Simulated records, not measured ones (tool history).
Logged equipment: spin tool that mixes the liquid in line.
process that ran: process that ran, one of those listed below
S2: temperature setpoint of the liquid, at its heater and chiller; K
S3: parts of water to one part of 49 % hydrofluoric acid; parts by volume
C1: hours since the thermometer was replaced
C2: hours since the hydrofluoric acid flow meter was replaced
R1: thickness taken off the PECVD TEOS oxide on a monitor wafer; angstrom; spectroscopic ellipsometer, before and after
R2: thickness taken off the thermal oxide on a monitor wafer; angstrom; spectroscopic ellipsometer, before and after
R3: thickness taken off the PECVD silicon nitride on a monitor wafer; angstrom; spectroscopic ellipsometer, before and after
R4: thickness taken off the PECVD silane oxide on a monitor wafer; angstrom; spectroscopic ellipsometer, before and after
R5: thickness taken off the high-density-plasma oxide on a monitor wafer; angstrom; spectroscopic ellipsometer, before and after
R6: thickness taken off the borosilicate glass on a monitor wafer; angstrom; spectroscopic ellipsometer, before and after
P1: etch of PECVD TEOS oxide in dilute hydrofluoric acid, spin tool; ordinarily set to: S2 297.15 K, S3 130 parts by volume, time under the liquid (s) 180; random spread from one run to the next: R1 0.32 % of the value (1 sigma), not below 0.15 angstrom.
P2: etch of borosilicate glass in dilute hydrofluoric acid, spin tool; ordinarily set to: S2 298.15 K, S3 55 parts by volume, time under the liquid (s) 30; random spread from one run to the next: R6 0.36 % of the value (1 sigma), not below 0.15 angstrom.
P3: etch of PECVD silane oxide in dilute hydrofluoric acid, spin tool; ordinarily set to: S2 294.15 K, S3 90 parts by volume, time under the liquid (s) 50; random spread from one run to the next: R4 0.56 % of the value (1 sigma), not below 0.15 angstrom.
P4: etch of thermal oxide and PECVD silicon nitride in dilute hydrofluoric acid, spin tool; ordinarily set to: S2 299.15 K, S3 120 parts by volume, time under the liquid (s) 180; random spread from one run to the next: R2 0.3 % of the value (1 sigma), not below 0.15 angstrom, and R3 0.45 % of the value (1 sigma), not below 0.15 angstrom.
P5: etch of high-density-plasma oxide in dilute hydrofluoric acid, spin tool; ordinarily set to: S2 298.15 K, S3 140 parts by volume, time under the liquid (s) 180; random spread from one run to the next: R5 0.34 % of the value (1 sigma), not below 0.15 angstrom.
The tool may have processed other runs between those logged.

Run 1, hour 13.7: process that ran P1, S2 297.15 K, S3 130 parts by volume, time under the liquid (s) 180; C1 586.2; C2 1104.1. Result: R1 256.43 angstrom.
Run 2, hour 24.0: process that ran P4, S2 299.15 K, S3 120 parts by volume, time under the liquid (s) 350; C1 596.5; C2 1114.4. Result: R2 151.350 angstrom, R3 125.040 angstrom.
Run 3, hour 41.4: process that ran P3, S2 294.15 K, S3 90 parts by volume, time under the liquid (s) 85; C1 613.9; C2 1131.8. Result: R4 132.500 angstrom.
Run 4, hour 50.2: process that ran P3, S2 294.15 K, S3 130 parts by volume, time under the liquid (s) 50; C1 622.7; C2 1140.6. Result: R4 51.615 angstrom.
Run 5, hour 66.3: process that ran P4, S2 299.15 K, S3 45 parts by volume, time under the liquid (s) 180; C1 638.8; C2 1156.7. Result: R2 228.590 angstrom, R3 170.290 angstrom.
Run 6, hour 82.1: process that ran P5, S2 302.15 K, S3 140 parts by volume, time under the liquid (s) 180; C1 654.6; C2 1172.5. Result: R5 77.100 angstrom.
Run 7, hour 97.1: process that ran P1, S2 297.15 K, S3 130 parts by volume, time under the liquid (s) 75; C1 669.6; C2 1187.5. Result: R1 107.06 angstrom.
Run 8, hour 109.3: process that ran P1, S2 297.15 K, S3 130 parts by volume, time under the liquid (s) 280; C1 681.8; C2 1199.7. Result: R1 398.17 angstrom.
Run 9, hour 126.3: process that ran P1, S2 297.15 K, S3 230 parts by volume, time under the liquid (s) 180; C1 698.8; C2 1216.7. Result: R1 129.71 angstrom.
Run 10, hour 137.4: process that ran P1, S2 301.65 K, S3 130 parts by volume, time under the liquid (s) 180; C1 709.9; C2 1227.8. Result: R1 303.29 angstrom.
At hour 149.5: thermometer replaced.
Run 11, hour 154.3: process that ran P4, S2 299.15 K, S3 120 parts by volume, time under the liquid (s) 180; C1 4.8; C2 1244.7. Result: R2 78.185 angstrom, R3 64.728 angstrom.
Run 12, hour 171.3: process that ran P4, S2 294.15 K, S3 120 parts by volume, time under the liquid (s) 180; C1 21.8; C2 1261.7. Result: R2 64.524 angstrom, R3 45.947 angstrom.
Run 13, hour 182.4: process that ran P3, S2 294.15 K, S3 90 parts by volume, time under the liquid (s) 50; C1 32.9; C2 1272.8. Result: R4 77.471 angstrom.
Run 14, hour 195.0: process that ran P2, S2 298.15 K, S3 55 parts by volume, time under the liquid (s) 30; C1 45.5; C2 1285.4. Result: R6 237.43 angstrom.
Run 15, hour 203.3: process that ran P2, S2 298.15 K, S3 55 parts by volume, time under the liquid (s) 15; C1 53.8; C2 1293.7. Result: R6 118.92 angstrom.
Run 16, hour 217.0: process that ran P2, S2 298.15 K, S3 20 parts by volume, time under the liquid (s) 30; C1 67.5; C2 1307.4. Result: R6 682.93 angstrom.
Run 17, hour 227.3: process that ran P1, S2 297.15 K, S3 130 parts by volume, time under the liquid (s) 180; C1 77.8; C2 1317.7. Result: R1 255.25 angstrom.
Run 18, hour 245.6: process that ran P1, S2 300.65 K, S3 35 parts by volume, time under the liquid (s) 180; C1 96.1; C2 1336.0. Result: R1 1239.40 angstrom.
Run 19, hour 254.3: process that ran P1, S2 297.15 K, S3 130 parts by volume, time under the liquid (s) 180; C1 104.8; C2 1344.7. Result: R1 254.95 angstrom.
Run 20, hour 270.1: process that ran P1, S2 297.15 K, S3 130 parts by volume, time under the liquid (s) 180; C1 120.6; C2 1360.5. Result: R1 255.83 angstrom.
Run 21, hour 287.0: process that ran P1, S2 297.15 K, S3 35 parts by volume, time under the liquid (s) 265; C1 137.5; C2 1377.4. Result: R1 1567.40 angstrom.
Run 22, hour 298.4: process that ran P4, S2 299.15 K, S3 120 parts by volume, time under the liquid (s) 180; C1 148.9; C2 1388.8. Result: R2 78.873 angstrom, R3 64.486 angstrom.
Run 23, hour 308.8: process that ran P1, S2 297.15 K, S3 130 parts by volume, time under the liquid (s) 180; C1 159.3; C2 1399.2. Result: R1 255.21 angstrom.
Run 24, hour 317.4: process that ran P2, S2 302.65 K, S3 55 parts by volume, time under the liquid (s) 30; C1 167.9; C2 1407.8. Result: R6 283.59 angstrom.
Run 25, hour 336.0: process that ran P1, S2 292.65 K, S3 130 parts by volume, time under the liquid (s) 180; C1 186.5; C2 1426.4. Result: R1 214.99 angstrom.
Run 26, hour 349.4: process that ran P2, S2 298.15 K, S3 55 parts by volume, time under the liquid (s) 30; C1 199.9; C2 1439.8. Result: R6 237.06 angstrom.
Run 27, hour 359.8: process that ran P3, S2 294.15 K, S3 90 parts by volume, time under the liquid (s) 50; C1 210.3; C2 1450.2. Result: R4 78.340 angstrom.
Run 28, hour 375.2: process that ran P5, S2 298.15 K, S3 140 parts by volume, time under the liquid (s) 180; C1 225.7; C2 1465.6. Result: R5 66.579 angstrom.
Run 29, hour 385.3: process that ran P3, S2 290.15 K, S3 90 parts by volume, time under the liquid (s) 50; C1 235.8; C2 1475.7. Result: R4 65.705 angstrom.
Run 30, hour 404.0: process that ran P1, S2 290.65 K, S3 190 parts by volume, time under the liquid (s) 180; C1 254.5; C2 1494.4. Result: R1 127.11 angstrom.
Run 31, hour 419.1: process that ran P5, S2 298.15 K, S3 210 parts by volume, time under the liquid (s) 180; C1 269.6; C2 1509.5. Result: R5 40.637 angstrom.
Run 32, hour 428.0: process that ran P1, S2 297.15 K, S3 70 parts by volume, time under the liquid (s) 180; C1 278.5; C2 1518.4. Result: R1 510.67 angstrom.
Run 33, hour 443.3: process that ran P5, S2 298.15 K, S3 140 parts by volume, time under the liquid (s) 70; C1 293.8; C2 1533.7. Result: R5 25.971 angstrom.
Run 34, hour 457.0: process that ran P1, S2 297.15 K, S3 130 parts by volume, time under the liquid (s) 180; C1 307.5; C2 1547.4. Result: R1 256.32 angstrom.
Run 35, hour 468.8: process that ran P1, S2 297.15 K, S3 130 parts by volume, time under the liquid (s) 180; C1 319.3; C2 1559.2. Result: R1 250.89 angstrom.
Run 36, hour 480.4: process that ran P1, S2 297.15 K, S3 130 parts by volume, time under the liquid (s) 180; C1 330.9; C2 1570.8. Result: R1 250.03 angstrom.
Run 37, hour 497.6: process that ran P1, S2 297.15 K, S3 130 parts by volume, time under the liquid (s) 180; C1 348.1; C2 1588.0. Result: R1 246.55 angstrom.
Run 38, hour 508.8: process that ran P1, S2 297.15 K, S3 130 parts by volume, time under the liquid (s) 180; C1 359.3; C2 1599.2. Result: R1 245.10 angstrom.
Run 39, hour 522.8: process that ran P1, S2 297.15 K, S3 130 parts by volume, time under the liquid (s) 180; C1 373.3; C2 1613.2. Result: R1 242.43 angstrom.
Run 40, hour 537.8: process that ran P1, S2 297.15 K, S3 130 parts by volume, time under the liquid (s) 180; C1 388.3; C2 1628.2. Result: R1 242.31 angstrom.
Run 41, hour 553.1: process that ran P1, S2 297.15 K, S3 130 parts by volume, time under the liquid (s) 180; C1 403.6; C2 1643.5. Result: R1 241.25 angstrom.
Run 42, hour 568.8: process that ran P1, S2 297.15 K, S3 130 parts by volume, time under the liquid (s) 180; C1 419.3; C2 1659.2. Result: R1 240.69 angstrom.
Run 43, hour 582.7: process that ran P1, S2 297.15 K, S3 130 parts by volume, time under the liquid (s) 180; C1 433.2; C2 1673.1. Result: R1 241.27 angstrom.
Run 44, hour 599.8: process that ran P1, S2 297.15 K, S3 130 parts by volume, time under the liquid (s) 180; C1 450.3; C2 1690.2. Result: R1 241.69 angstrom.
Run 45, hour 618.1: process that ran P1, S2 297.15 K, S3 130 parts by volume, time under the liquid (s) 180; C1 468.6; C2 1708.5. Result: R1 240.26 angstrom.

P1 has crept away from where it was. The log is fitted equally well by each of these 2 causes, at the sizes shown:
A: hydrofluoric acid flow below the setpoint (%) = 5.1
B: liquid colder than its thermometer reads (K) = 1.55
The onset of the drift is placed at about hour 457.0.

Which of the 4 check runs listed below separates the causes, so that each cause would produce a clearly different result? Each run uses one wafer, and its results are marked with question marks.
Run check 1, hour 636.4: process that ran P3, S2 294.15 K, S3 90 parts by volume, time under the liquid (s) 50. Result: R4 ?.
Run check 2, hour 636.4: process that ran P2, S2 298.15 K, S3 55 parts by volume, time under the liquid (s) 30. Result: R6 ?.
Run check 3, hour 636.4: process that ran P5, S2 298.15 K, S3 140 parts by volume, time under the liquid (s) 180. Result: R5 ?.
Run check 4, hour 636.4: process that ran P4, S2 299.15 K, S3 120 parts by volume, time under the liquid (s) 180. Result: R2 ?, R3 ?.

Expected result of each check under each candidate cause:
  check  result    if A    if B
check 1      R4  73.779  73.339
check 2      R6  224.13  222.56
check 3      R5  62.351  62.455
check 4      R2  73.617  73.657
check 4      R3  61.116  58.246
Minimum pairwise separation of causes per check, each pair taken at its best-separating result: check 1 0.6 %; check 2 0.7 %; check 3 0.17 %; check 4 4.81 %
Only in check 4 would the causes give clearly different results; in the remaining checks their results would be nearly the same.

With check 4 done, the readings were: R2 73.107 angstrom; R3 61.144 angstrom. Identify which of the listed causes applies.

Of the candidate causes, it is A: hydrofluoric acid flow below the setpoint (%).

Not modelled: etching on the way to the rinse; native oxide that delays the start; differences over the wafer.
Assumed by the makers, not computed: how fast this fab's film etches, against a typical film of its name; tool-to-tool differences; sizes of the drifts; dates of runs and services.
